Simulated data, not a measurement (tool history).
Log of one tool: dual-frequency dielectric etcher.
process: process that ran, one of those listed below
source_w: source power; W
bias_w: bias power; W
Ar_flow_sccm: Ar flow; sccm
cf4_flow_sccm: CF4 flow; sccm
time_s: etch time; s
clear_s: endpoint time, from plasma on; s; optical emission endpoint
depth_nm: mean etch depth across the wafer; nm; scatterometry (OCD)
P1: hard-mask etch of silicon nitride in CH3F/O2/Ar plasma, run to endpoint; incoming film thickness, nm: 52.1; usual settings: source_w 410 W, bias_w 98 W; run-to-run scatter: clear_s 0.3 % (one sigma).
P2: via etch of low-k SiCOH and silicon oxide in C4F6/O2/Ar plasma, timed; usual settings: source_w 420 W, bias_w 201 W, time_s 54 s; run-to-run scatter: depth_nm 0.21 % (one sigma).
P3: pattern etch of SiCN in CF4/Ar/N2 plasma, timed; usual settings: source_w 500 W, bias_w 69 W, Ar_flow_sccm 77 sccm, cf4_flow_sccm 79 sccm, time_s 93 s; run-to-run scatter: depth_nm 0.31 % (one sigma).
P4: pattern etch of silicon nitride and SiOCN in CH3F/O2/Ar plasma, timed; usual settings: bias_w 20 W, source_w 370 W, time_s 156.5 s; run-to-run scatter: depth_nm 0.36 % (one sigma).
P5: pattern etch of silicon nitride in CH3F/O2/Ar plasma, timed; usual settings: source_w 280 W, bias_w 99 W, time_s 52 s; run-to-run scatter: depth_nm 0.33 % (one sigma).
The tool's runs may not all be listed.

| run | hour | process | source_w | bias_w | Ar_flow_sccm | cf4_flow_sccm | time_s | hours since the last wet clean | hours since the last source power generator calibration | hours since the last bias power generator calibration | clear_s | depth_nm |
|---|---|---|---|---|---|---|---|---|---|---|---|---|
| 1 | 8.5 | P1 | 410 | 98 |  |  |  | 494.9 | 1167.4 | 444.3 | 65.682 |  |
| 2 | 18.9 | P3 | 500 | 69 | 77 | 79 | 93 | 505.3 | 1177.8 | 454.7 |  | 89.938 |
| 3 | 34.7 | P1 | 260 | 98 |  |  |  | 521.1 | 1193.6 | 470.5 | 77.594 |  |
| 4 | 47.7 | P4 | 370 | 20 |  |  | 90 | 534.1 | 1206.6 | 483.5 |  | 11.342 |
| 5 | 63.1 | P1 | 410 | 98 |  |  |  | 549.5 | 1222 | 498.9 | 66.004 |  |
| 6 | 71 | P1 | 410 | 98 |  |  |  | 557.4 | 1229.9 | 506.8 | 65.66 |  |
| 7 | 85.4 | P3 | 390 | 69 | 77 | 79 | 93 | 571.8 | 1244.3 | 521.2 |  | 72.517 |
| 8 | 100.2 | P1 | 500 | 132 |  |  |  | 586.6 | 1259.1 | 536 | 54.901 |  |
| 9 | 108.9 | P2 | 420 | 276 |  |  | 54 | 595.3 | 1267.8 | 544.7 |  | 169.18 |
| 10 | 117.3 | P3 | 500 | 90 | 77 | 79 | 93 | 603.7 | 1276.2 | 553.1 |  | 98.291 |
| 11 | 131.8 | P1 | 410 | 126 |  |  |  | 618.2 | 1290.7 | 567.6 | 60.054 |  |
| 12 | 143 | P5 | 280 | 62 |  |  | 52 | 629.4 | 1301.9 | 578.8 |  | 30.379 |
| 13 | 157.3 | P2 | 420 | 201 |  |  | 79 | 643.7 | 1316.2 | 593.1 |  | 222.17 |
| 14 | 165 | P3 | 500 | 69 | 92 | 79 | 93 | 651.4 | 1323.9 | 600.8 |  | 88.215 |
| 15 | 176.3 | P5 | 280 | 99 |  |  | 52 | 662.7 | 1335.2 | 612.1 |  | 36.044 |
| 16 | 187.8 | P2 | 270 | 201 |  |  | 54 | 674.2 | 1346.7 | 623.6 |  | 127.98 |
| 17 | 202 | P5 | 370 | 99 |  |  | 52 | 688.4 | 1360.9 | 637.8 |  | 40.136 |
| 18 | 210 | P4 | 370 | 13 |  |  | 156.5 | 696.4 | 1368.9 | 645.8 |  | 16.582 |
| 19 | 223.3 | P4 | 370 | 20 |  |  | 156.5 | 709.7 | 1382.2 | 659.1 |  | 19.883 |
| 20 | 235.7 | P1 | 300 | 121 |  |  |  | 722.1 | 1394.6 | 671.5 | 68.33 |  |
| 21 | 249.8 | P1 | 550 | 98 |  |  |  | 736.2 | 1408.7 | 685.6 | 58.896 |  |
| 22 | 264.9 | P1 | 410 | 98 |  |  |  | 751.3 | 1423.8 | 700.7 | 65.864 |  |
| 23 | 273.8 | P5 | 280 | 99 |  |  | 52 | 760.2 | 1432.7 | 709.6 |  | 36.009 |
| 24 | 283.7 | P3 | 500 | 69 | 77 | 79 | 69 | 770.1 | 1442.6 | 719.5 |  | 67.059 |
| 25 | 293.1 | P5 | 280 | 99 |  |  | 31.5 | 779.5 | 1452 | 728.9 |  | 21.767 |
| 26 | 308.8 | P3 | 500 | 69 | 77 | 62 | 93 | 795.2 | 1467.7 | 744.6 |  | 87.751 |
| 27 | 321.7 | P1 | 520 | 78 |  |  |  | 808.1 | 1480.6 | 757.5 | 65.078 |  |
| 28 | 331.3 | P3 | 500 | 69 | 77 | 79 | 93 | 817.7 | 1490.2 | 767.1 |  | 89.958 |
| 29 | 343.6 | P2 | 420 | 201 |  |  | 54 | 830 | 1502.5 | 779.4 |  | 151.51 |
| 30 | 353.5 | P1 | 410 | 76 |  |  |  | 839.9 | 1512.4 | 789.3 | 72.255 |  |
| 31 | 361.6 | P4 | 270 | 20 |  |  | 156.5 | 848 | 1520.5 | 797.4 |  | 17.854 |
| 32 | 375.1 | P1 | 410 | 98 |  |  |  | 861.5 | 1534 | 810.9 | 65.841 |  |
| 33 | 391.5 | P1 | 410 | 98 |  |  |  | 877.9 | 1550.4 | 827.3 | 66.323 |  |
| 34 | 400.7 | P1 | 410 | 98 |  |  |  | 887.1 | 1559.6 | 836.5 | 66.358 |  |
| 35 | 411.9 | P1 | 410 | 98 |  |  |  | 898.3 | 1570.8 | 847.7 | 66.658 |  |
| 36 | 428.1 | P1 | 410 | 98 |  |  |  | 914.5 | 1587 | 863.9 | 66.933 |  |
| 37 | 442.5 | P1 | 410 | 98 |  |  |  | 928.9 | 1601.4 | 878.3 | 67.039 |  |
|  | 452 | wet clean of the chamber |
| 38 | 456.8 | P1 | 410 | 98 |  |  |  | 4.9 | 1615.7 | 892.6 | 66.56 |  |
| 39 | 468.8 | P1 | 410 | 98 |  |  |  | 16.9 | 1627.7 | 904.6 | 67.016 |  |
| 40 | 482.9 | P1 | 410 | 98 |  |  |  | 31 | 1641.8 | 918.7 | 66.701 |  |

What P1 gives has crept away from where it was. These 2 causes fit the log equally well, each at the size given:
A: bias power that arrives under what is set, % = 4.07
B: source power that arrives under what is set, % = 3.97
The creep began at about hour 375.1.
Why every other cause is out:
chamber walls in a state that lowers the etch rate, %: serviced at hour 452, which brought nothing back

4 check runs are offered, one wafer each, their results left as question marks. Which one tells the causes apart?
| check 1 | 497 | P4 | 370 | 20 |  |  | 156.5 |  |  |  |  | ? |
| check 2 | 497 | P3 | 500 | 69 | 77 | 79 | 93 |  |  |  |  | ? |
| check 3 | 497 | P2 | 420 | 201 |  |  | 54 |  |  |  |  | ? |
| check 4 | 497 | P5 | 280 | 99 |  |  | 52 |  |  |  |  | ? |

What each check would give under each cause:
| check | result | if A | if B |
|---|---|---|---|
| check 1 | depth_nm | 19.471 | 19.55 |
| check 2 | depth_nm | 89.016 | 87.029 |
| check 3 | depth_nm | 149.77 | 149.42 |
| check 4 | depth_nm | 35.631 | 35.65 |
How far apart the two closest causes lie, in the result that separates them most: check 1 0.4 %; check 2 2.26 %; check 3 0.24 %; check 4 0.05 %
Check 2 tells the causes apart: in the others they would give nearly the same result.

Check 2 was then run and gave: depth_nm 87.563 nm. Which cause is it?

It is B: source power that arrives under what is set, %.

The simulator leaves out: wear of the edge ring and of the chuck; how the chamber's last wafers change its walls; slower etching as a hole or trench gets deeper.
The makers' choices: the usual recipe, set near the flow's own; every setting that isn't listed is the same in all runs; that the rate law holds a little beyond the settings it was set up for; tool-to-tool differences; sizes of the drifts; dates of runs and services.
